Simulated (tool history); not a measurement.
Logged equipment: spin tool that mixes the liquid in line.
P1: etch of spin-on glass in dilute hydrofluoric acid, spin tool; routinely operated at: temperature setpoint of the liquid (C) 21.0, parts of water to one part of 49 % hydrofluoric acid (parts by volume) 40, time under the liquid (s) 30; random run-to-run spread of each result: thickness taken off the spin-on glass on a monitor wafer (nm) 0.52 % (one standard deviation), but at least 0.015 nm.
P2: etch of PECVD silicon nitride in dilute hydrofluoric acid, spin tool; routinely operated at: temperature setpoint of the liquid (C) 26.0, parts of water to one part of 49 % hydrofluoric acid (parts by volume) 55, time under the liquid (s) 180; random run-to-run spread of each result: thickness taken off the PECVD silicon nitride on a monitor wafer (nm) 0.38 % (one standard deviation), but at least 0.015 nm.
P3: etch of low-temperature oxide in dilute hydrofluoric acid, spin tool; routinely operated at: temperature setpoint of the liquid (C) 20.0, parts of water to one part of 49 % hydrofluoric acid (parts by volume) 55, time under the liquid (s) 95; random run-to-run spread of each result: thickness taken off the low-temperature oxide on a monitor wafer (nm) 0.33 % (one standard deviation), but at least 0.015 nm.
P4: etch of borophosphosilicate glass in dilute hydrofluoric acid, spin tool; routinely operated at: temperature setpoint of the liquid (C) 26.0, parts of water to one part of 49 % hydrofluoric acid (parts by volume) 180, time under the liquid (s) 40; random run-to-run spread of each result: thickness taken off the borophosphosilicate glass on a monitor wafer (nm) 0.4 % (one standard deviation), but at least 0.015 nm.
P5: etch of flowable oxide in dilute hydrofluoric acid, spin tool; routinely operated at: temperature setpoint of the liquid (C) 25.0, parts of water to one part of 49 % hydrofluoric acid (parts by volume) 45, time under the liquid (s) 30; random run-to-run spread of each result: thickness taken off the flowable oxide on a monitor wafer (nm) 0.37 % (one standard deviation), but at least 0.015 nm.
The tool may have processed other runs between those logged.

run,hour,process that ran,temperature setpoint of the liquid (C),parts of water to one part of 49 % hydrofluoric acid (parts by volume),time under the liquid (s),thickness taken off the spin-on glass on a monitor wafer (nm),thickness taken off the borophosphosilicate glass on a monitor wafer (nm),thickness taken off the PECVD silicon nitride on a monitor wafer (nm),thickness taken off the flowable oxide on a monitor wafer (nm),thickness taken off the low-temperature oxide on a monitor wafer (nm)
1,7.0,P1,21.0,40,30,26.383,,,,
2,14.9,P4,20.0,180,40,,7.8742,,,
3,24.1,P2,26.0,55,180,,,12.799,,
4,30.5,P4,26.0,180,65,,16.1640,,,
5,37.3,P5,25.0,45,30,,,,51.574,
6,43.3,P1,21.0,40,30,26.419,,,,
7,50.8,P1,21.0,20,30,54.703,,,,
8,59.7,P4,26.0,180,40,,9.9373,,,
9,69.2,P1,21.0,40,45,39.698,,,,
10,78.4,P4,26.0,180,40,,9.9751,,,
11,84.9,P1,21.0,70,30,14.564,,,,
12,92.9,P2,32.5,55,180,,,19.726,,
13,98.5,P1,21.0,40,30,26.478,,,,
14,103.5,P1,17.0,40,30,22.301,,,,
15,109.1,P2,26.0,55,180,,,12.897,,
16,116.4,P2,26.0,95,180,,,7.545,,
17,124.5,P3,20.0,25,95,,,,,36.278
18,129.8,P5,32.0,45,30,,,,68.171,
19,139.5,P1,26.0,40,60,65.329,,,,
20,145.3,P3,20.0,55,15,,,,,2.501
21,152.6,P5,25.0,70,30,,,,32.194,
22,159.1,P4,26.0,40,40,,53.2710,,,
23,166.6,P5,25.0,45,50,,,,86.234,
24,174.2,P2,26.0,55,280,,,20.143,,
25,181.1,P1,21.0,40,30,26.860,,,,
26,186.0,P3,26.5,55,95,,,,,20.775
27,193.7,P1,25.0,40,30,31.068,,,,
28,203.2,P1,17.0,40,60,44.423,,,,
29,210.6,P3,20.0,55,95,,,,,15.821
30,214.8,P1,21.0,40,15,13.222,,,,
31,224.4,P1,21.0,40,30,26.738,,,,
32,229.9,P1,21.0,40,30,26.540,,,,
33,234.4,P1,21.0,40,30,27.058,,,,
34,243.0,P1,21.0,40,30,27.869,,,,
35,248.5,P1,21.0,40,30,28.050,,,,
36,253.7,P1,21.0,40,30,28.202,,,,
37,262.4,P1,21.0,40,30,28.716,,,,
38,271.6,P1,21.0,40,30,28.510,,,,
39,276.6,P1,21.0,40,30,28.725,,,,
40,283.0,P1,21.0,40,30,28.960,,,,
41,290.0,P1,21.0,40,30,28.908,,,,

The log shows P1 creeping away from where it was. Any of the 2 causes listed here, at the size stated for it, fits the log just as well as the others:
A: hydrofluoric acid flow above the setpoint (%) = 8.39
B: liquid hotter than its thermometer reads (K) = 2.01
Onset of the creep was near hour 229.9.

Consider the 4 single-wafer check runs listed below, results given as question marks: which one distinguishes between the causes by giving clearly different results for each?
check 1,297.0,P5,25.0,60,30,,,,?,
check 2,297.0,P2,30.5,55,180,,,?,,
check 3,297.0,P3,24.0,35,95,,,,,?
check 4,297.0,P4,26.0,65,40,,?,,,

Outcome of each check run for each possible cause:
check,result,if A,if B
check 1,thickness taken off the flowable oxide on a monitor wafer (nm),41.383,41.135
check 2,thickness taken off the PECVD silicon nitride on a monitor wafer (nm),18.773,19.693
check 3,thickness taken off the low-temperature oxide on a monitor wafer (nm),32.903,32.866
check 4,thickness taken off the borophosphosilicate glass on a monitor wafer (nm),34.7060,34.4410
Per check, the gap between the least separated pair of causes, taken in the result that splits them most: check 1 0.6 %; check 2 4.79 %; check 3 0.11 %; check 4 0.77 %
The causes can be told apart only by check 2. The other checks would give nearly the same results under each of them.

Here is what check 2 returned: thickness taken off the PECVD silicon nitride on a monitor wafer (nm) 19.690. Which cause is it?

B is the cause: liquid hotter than its thermometer reads (K).
